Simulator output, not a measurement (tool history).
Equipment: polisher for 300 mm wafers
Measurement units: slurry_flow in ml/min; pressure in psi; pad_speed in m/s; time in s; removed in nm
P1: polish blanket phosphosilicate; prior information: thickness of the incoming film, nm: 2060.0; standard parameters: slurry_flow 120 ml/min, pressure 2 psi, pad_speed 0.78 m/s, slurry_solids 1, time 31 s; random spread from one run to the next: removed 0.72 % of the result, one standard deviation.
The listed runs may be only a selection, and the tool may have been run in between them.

run  hour  slurry_flow  pressure  pad_speed  slurry_solids  time  wafers polished on this pad  hours since the slurry nozzle was cleaned  hours since the head pressure was calibrated  hours since the slurry blender was calibrated  hours since the conditioning disc was replaced  removed
  1   5.1          120         2       0.78              1    31                          173                                      626.8                                         753.4                                          117.9                                            67.3   125.19
  2   9.3          120       3.2       0.78              1    31                          220                                        631                                         757.6                                          122.1                                            71.5   200.65
  3  13.5          180         2       0.78              1    31                          267                                      635.2                                         761.8                                          126.3                                            75.7   135.47
  4  18.7          120         2       0.78              1    40                          325                                      640.4                                           767                                          131.5                                            80.9   163.19
  5  22.8          120         2        1.2              1    31                          371                                      644.5                                         771.1                                          135.6                                              85   177.72
  6  25.9          120         2       0.78              1    31                          406                                      647.6                                         774.2                                          138.7                                            88.1   125.26
  7  29.6          120         2       0.78              1    31                          447                                      651.3                                         777.9                                          142.4                                            91.8   125.38
  8    35          120         2       0.78            1.5    31                          508                                      656.7                                         783.3                                          147.8                                            97.2   147.71
  9  39.8          175         2       0.48              1    31                          561                                      661.5                                         788.1                                          152.6                                             102   90.913
 10  42.2          120         2       0.78            0.7    31                          588                                      663.9                                         790.5                                            155                                           104.4   105.95
 11  45.5          120         2       0.78              1    31                          625                                      667.2                                         793.8                                          158.3                                           107.7   125.51
     47.7  -- worn pad replaced by a new one
 12  49.5          120         2       0.78              1    31                           20                                      671.2                                         797.8                                          162.3                                           111.7   125.87
     52.4  -- conditioning disc replaced and pad reconditioned
 13  54.8          120         2       0.78              1    22                           80                                      676.5                                         803.1                                          167.6                                             2.4    89.31

Forecast run 14:
 14  60.1           70         2       0.78              1    31                          139                                      681.8                                         808.4                                          172.9                                             7.7        ?

{"run 14": {"removed": 109.45}}
